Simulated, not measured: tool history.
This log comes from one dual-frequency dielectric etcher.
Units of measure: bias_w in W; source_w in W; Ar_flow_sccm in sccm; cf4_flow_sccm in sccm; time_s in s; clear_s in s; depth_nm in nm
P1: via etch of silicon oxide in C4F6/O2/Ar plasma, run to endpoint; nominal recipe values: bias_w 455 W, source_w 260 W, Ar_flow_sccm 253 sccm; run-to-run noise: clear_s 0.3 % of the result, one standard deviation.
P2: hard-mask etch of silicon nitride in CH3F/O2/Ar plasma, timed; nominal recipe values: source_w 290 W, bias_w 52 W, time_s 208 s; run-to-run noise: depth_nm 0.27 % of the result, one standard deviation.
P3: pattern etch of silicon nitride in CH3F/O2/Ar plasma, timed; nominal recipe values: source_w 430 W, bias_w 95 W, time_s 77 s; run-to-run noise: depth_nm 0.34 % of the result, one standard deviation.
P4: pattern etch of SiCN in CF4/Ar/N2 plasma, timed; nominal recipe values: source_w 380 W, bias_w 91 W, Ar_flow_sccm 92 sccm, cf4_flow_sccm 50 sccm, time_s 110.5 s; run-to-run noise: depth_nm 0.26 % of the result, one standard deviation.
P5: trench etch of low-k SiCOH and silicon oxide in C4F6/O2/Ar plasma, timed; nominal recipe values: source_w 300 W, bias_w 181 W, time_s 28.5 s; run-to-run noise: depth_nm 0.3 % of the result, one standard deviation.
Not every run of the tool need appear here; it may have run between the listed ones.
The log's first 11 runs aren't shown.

Run 12, hour 154.4: process P3, bias_w 95 W, source_w 300 W, time_s 77 s. Result: depth_nm 54.648 nm.
Run 13, hour 172.1: process P4, bias_w 91 W, source_w 380 W, Ar_flow_sccm 92 sccm, cf4_flow_sccm 50 sccm, time_s 110.5 s. Result: depth_nm 85.333 nm.
Run 14, hour 183.1: process P3, bias_w 95 W, source_w 430 W, time_s 77 s. Result: depth_nm 62.115 nm.
Run 15, hour 200.6: process P2, bias_w 52 W, source_w 290 W, time_s 208 s. Result: depth_nm 112.38 nm.
Run 16, hour 217.4: process P4, bias_w 59 W, source_w 380 W, Ar_flow_sccm 92 sccm, cf4_flow_sccm 50 sccm, time_s 110.5 s. Result: depth_nm 72.668 nm.
Run 17, hour 230: process P4, bias_w 91 W, source_w 380 W, Ar_flow_sccm 92 sccm, cf4_flow_sccm 50 sccm, time_s 68.5 s. Result: depth_nm 52.853 nm.
Run 18, hour 242.6: process P5, bias_w 181 W, source_w 300 W, time_s 28.5 s. Result: depth_nm 76.44 nm.
Run 19, hour 250.8: process P1, bias_w 338 W, source_w 260 W, Ar_flow_sccm 253 sccm. Result: clear_s 28.817 s.
Run 20, hour 268.4: process P2, bias_w 70 W, source_w 290 W, time_s 208 s. Result: depth_nm 124.56 nm.
Run 21, hour 283.5: process P4, bias_w 91 W, source_w 380 W, Ar_flow_sccm 92 sccm, cf4_flow_sccm 31 sccm, time_s 110.5 s. Result: depth_nm 79.42 nm.

Run 22 has not been measured yet. What should we expect?
Run 22, hour 298.3: process P5, bias_w 181 W, source_w 220 W, time_s 28.5 s. Result: depth_nm ?.

{"run 22": {"depth_nm": 68.259}}
